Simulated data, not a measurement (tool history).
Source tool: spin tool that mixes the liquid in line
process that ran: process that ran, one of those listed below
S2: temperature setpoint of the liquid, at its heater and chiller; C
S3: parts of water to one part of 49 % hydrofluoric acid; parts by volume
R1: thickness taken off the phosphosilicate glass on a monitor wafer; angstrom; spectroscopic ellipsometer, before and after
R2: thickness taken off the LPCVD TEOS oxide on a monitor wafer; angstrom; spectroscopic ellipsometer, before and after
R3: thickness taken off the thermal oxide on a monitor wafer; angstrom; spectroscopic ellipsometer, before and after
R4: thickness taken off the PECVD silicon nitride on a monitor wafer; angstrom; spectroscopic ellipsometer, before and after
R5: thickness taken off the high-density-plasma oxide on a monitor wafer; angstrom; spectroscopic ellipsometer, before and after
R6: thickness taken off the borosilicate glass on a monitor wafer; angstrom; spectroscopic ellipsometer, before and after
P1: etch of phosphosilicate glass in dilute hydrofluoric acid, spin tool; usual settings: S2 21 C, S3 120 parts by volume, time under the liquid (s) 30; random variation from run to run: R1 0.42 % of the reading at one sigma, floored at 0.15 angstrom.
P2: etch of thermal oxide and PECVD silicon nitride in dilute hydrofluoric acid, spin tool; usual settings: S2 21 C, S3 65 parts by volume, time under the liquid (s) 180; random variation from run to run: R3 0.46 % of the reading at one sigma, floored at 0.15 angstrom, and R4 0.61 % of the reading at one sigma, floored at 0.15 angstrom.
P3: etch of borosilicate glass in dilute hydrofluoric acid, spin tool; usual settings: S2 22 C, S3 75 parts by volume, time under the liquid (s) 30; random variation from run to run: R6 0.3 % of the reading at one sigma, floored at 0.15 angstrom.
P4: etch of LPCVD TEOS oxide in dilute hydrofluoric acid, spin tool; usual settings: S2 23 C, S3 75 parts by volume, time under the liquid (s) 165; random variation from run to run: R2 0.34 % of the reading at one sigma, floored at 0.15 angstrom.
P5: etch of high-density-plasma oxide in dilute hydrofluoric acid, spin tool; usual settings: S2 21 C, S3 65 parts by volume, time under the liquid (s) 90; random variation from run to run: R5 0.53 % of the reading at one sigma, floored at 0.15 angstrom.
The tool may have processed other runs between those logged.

Run 1, hour 4.6: process that ran P1, S2 21 C, S3 120 parts by volume, time under the liquid (s) 30. Result: R1 325.82 angstrom.
Run 2, hour 7.6: process that ran P4, S2 23 C, S3 75 parts by volume, time under the liquid (s) 70. Result: R2 172.59 angstrom.
Run 3, hour 12.5: process that ran P2, S2 21 C, S3 115 parts by volume, time under the liquid (s) 180. Result: R3 68.29 angstrom, R4 21.848 angstrom.
Run 4, hour 17.6: process that ran P5, S2 21 C, S3 65 parts by volume, time under the liquid (s) 90. Result: R5 67.215 angstrom.
Run 5, hour 22.4: process that ran P5, S2 21 C, S3 90 parts by volume, time under the liquid (s) 90. Result: R5 47.101 angstrom.
Run 6, hour 28.9: process that ran P2, S2 17 C, S3 65 parts by volume, time under the liquid (s) 180. Result: R3 106.9 angstrom, R4 29.385 angstrom.
Run 7, hour 35.1: process that ran P1, S2 17 C, S3 120 parts by volume, time under the liquid (s) 30. Result: R1 275.71 angstrom.
Run 8, hour 38: process that ran P1, S2 21 C, S3 120 parts by volume, time under the liquid (s) 30. Result: R1 327.14 angstrom.
Run 9, hour 44.4: process that ran P1, S2 21 C, S3 120 parts by volume, time under the liquid (s) 30. Result: R1 328.35 angstrom.
Run 10, hour 47.4: process that ran P1, S2 17 C, S3 70 parts by volume, time under the liquid (s) 30. Result: R1 506.51 angstrom.
Run 11, hour 53.3: process that ran P2, S2 21 C, S3 65 parts by volume, time under the liquid (s) 180. Result: R3 126.8 angstrom, R4 38.314 angstrom.
Run 12, hour 56.2: process that ran P4, S2 23 C, S3 25 parts by volume, time under the liquid (s) 165. Result: R2 1304.4 angstrom.
Run 13, hour 59.4: process that ran P2, S2 21 C, S3 65 parts by volume, time under the liquid (s) 355. Result: R3 249.96 angstrom, R4 75.793 angstrom.
Run 14, hour 63.9: process that ran P5, S2 21 C, S3 65 parts by volume, time under the liquid (s) 90. Result: R5 67.067 angstrom.
At hour 64: hydrofluoric acid flow meter replaced.
Run 15, hour 67.9: process that ran P3, S2 22 C, S3 75 parts by volume, time under the liquid (s) 55. Result: R6 176.82 angstrom.
Run 16, hour 71.7: process that ran P4, S2 23 C, S3 75 parts by volume, time under the liquid (s) 165. Result: R2 406.54 angstrom.
Run 17, hour 77.5: process that ran P1, S2 21 C, S3 120 parts by volume, time under the liquid (s) 15. Result: R1 163.97 angstrom.
Run 18, hour 81.7: process that ran P5, S2 29 C, S3 65 parts by volume, time under the liquid (s) 90. Result: R5 92.135 angstrom.
At hour 84.7: thermometer replaced.
Run 19, hour 88.1: process that ran P1, S2 21 C, S3 120 parts by volume, time under the liquid (s) 60. Result: R1 657.01 angstrom.
Run 20, hour 94.4: process that ran P3, S2 22 C, S3 75 parts by volume, time under the liquid (s) 30. Result: R6 96.3 angstrom.
Run 21, hour 100.8: process that ran P1, S2 21 C, S3 55 parts by volume, time under the liquid (s) 30. Result: R1 772.42 angstrom.
Run 22, hour 104.5: process that ran P3, S2 30 C, S3 75 parts by volume, time under the liquid (s) 30. Result: R6 132.19 angstrom.
Run 23, hour 108.2: process that ran P1, S2 21 C, S3 120 parts by volume, time under the liquid (s) 30. Result: R1 325.08 angstrom.
Run 24, hour 114.7: process that ran P1, S2 21 C, S3 210 parts by volume, time under the liquid (s) 15. Result: R1 85.259 angstrom.
Run 25, hour 120.2: process that ran P5, S2 21 C, S3 65 parts by volume, time under the liquid (s) 165. Result: R5 122.62 angstrom.
Run 26, hour 124.7: process that ran P1, S2 21 C, S3 120 parts by volume, time under the liquid (s) 30. Result: R1 326.68 angstrom.
Run 27, hour 129.7: process that ran P1, S2 28.5 C, S3 120 parts by volume, time under the liquid (s) 30. Result: R1 432.85 angstrom.
Run 28, hour 133.6: process that ran P1, S2 21 C, S3 180 parts by volume, time under the liquid (s) 15. Result: R1 101.91 angstrom.
Run 29, hour 139.5: process that ran P1, S2 21 C, S3 120 parts by volume, time under the liquid (s) 30. Result: R1 325.96 angstrom.
Run 30, hour 145.4: process that ran P1, S2 21 C, S3 220 parts by volume, time under the liquid (s) 30. Result: R1 158.98 angstrom.
Run 31, hour 148.9: process that ran P3, S2 22 C, S3 45 parts by volume, time under the liquid (s) 30. Result: R6 166.96 angstrom.
Run 32, hour 152.8: process that ran P4, S2 30 C, S3 75 parts by volume, time under the liquid (s) 165. Result: R2 535.7 angstrom.
Run 33, hour 158.9: process that ran P1, S2 21 C, S3 120 parts by volume, time under the liquid (s) 30. Result: R1 328.68 angstrom.
Run 34, hour 164.2: process that ran P1, S2 21 C, S3 120 parts by volume, time under the liquid (s) 30. Result: R1 325.26 angstrom.
Run 35, hour 169.7: process that ran P1, S2 21 C, S3 120 parts by volume, time under the liquid (s) 30. Result: R1 319.34 angstrom.
Run 36, hour 174.1: process that ran P1, S2 21 C, S3 120 parts by volume, time under the liquid (s) 30. Result: R1 311.58 angstrom.
Run 37, hour 178.5: process that ran P1, S2 21 C, S3 120 parts by volume, time under the liquid (s) 30. Result: R1 310.84 angstrom.
Run 38, hour 184.4: process that ran P1, S2 21 C, S3 120 parts by volume, time under the liquid (s) 30. Result: R1 305.31 angstrom.
Run 39, hour 189.9: process that ran P1, S2 21 C, S3 120 parts by volume, time under the liquid (s) 30. Result: R1 305 angstrom.
Run 40, hour 194.7: process that ran P1, S2 21 C, S3 120 parts by volume, time under the liquid (s) 30. Result: R1 301.48 angstrom.
Run 41, hour 200.7: process that ran P1, S2 21 C, S3 120 parts by volume, time under the liquid (s) 30. Result: R1 303.4 angstrom.
Run 42, hour 205.9: process that ran P1, S2 21 C, S3 120 parts by volume, time under the liquid (s) 30. Result: R1 301.66 angstrom.
Run 43, hour 209.8: process that ran P1, S2 21 C, S3 120 parts by volume, time under the liquid (s) 30. Result: R1 300.49 angstrom.
Run 44, hour 214.1: process that ran P1, S2 21 C, S3 120 parts by volume, time under the liquid (s) 30. Result: R1 301.22 angstrom.
Run 45, hour 219.1: process that ran P1, S2 21 C, S3 120 parts by volume, time under the liquid (s) 30. Result: R1 300.16 angstrom.

P1 no longer gives what it gave before; its output has crept away from where it was. The following 2 causes, each at its listed size, fit the log equally well:
A: hydrofluoric acid flow below the setpoint (%) = 7.16
B: liquid colder than its thermometer reads (K) = 2.09
The process output started creeping at around hour 164.2.

Question marks stand in for the results of the 4 check runs listed below, each run on one wafer. Under which run would the listed causes show clearly different results?
Run check 1, hour 224.1: process that ran P3, S2 26 C, S3 75 parts by volume, time under the liquid (s) 30. Result: R6 ?.
Run check 2, hour 224.1: process that ran P5, S2 21 C, S3 65 parts by volume, time under the liquid (s) 150. Result: R5 ?.
Run check 3, hour 224.1: process that ran P2, S2 21 C, S3 110 parts by volume, time under the liquid (s) 180. Result: R3 ?, R4 ?.
Run check 4, hour 224.1: process that ran P4, S2 30 C, S3 75 parts by volume, time under the liquid (s) 165. Result: R2 ?.

Expected result of each check under each candidate cause:
  check  result    if A    if B
check 1      R6  104.43  104.25
check 2      R5   102.8  102.02
check 3      R3  65.449  65.346
check 3      R4  21.534  20.096
check 4      R2  492.64  493.56
Distance between the nearest two causes, measured in the result of the check that separates them most: check 1 0.17 %; check 2 0.76 %; check 3 6.91 %; check 4 0.19 %
Of the check runs offered, only check 3 discriminates between the causes; the rest would read about the same regardless of which cause applies.

Then check 3 was run and gave: R3 65.216 angstrom; R4 21.39 angstrom. Which cause is it?

A is the cause: hydrofluoric acid flow below the setpoint (%).
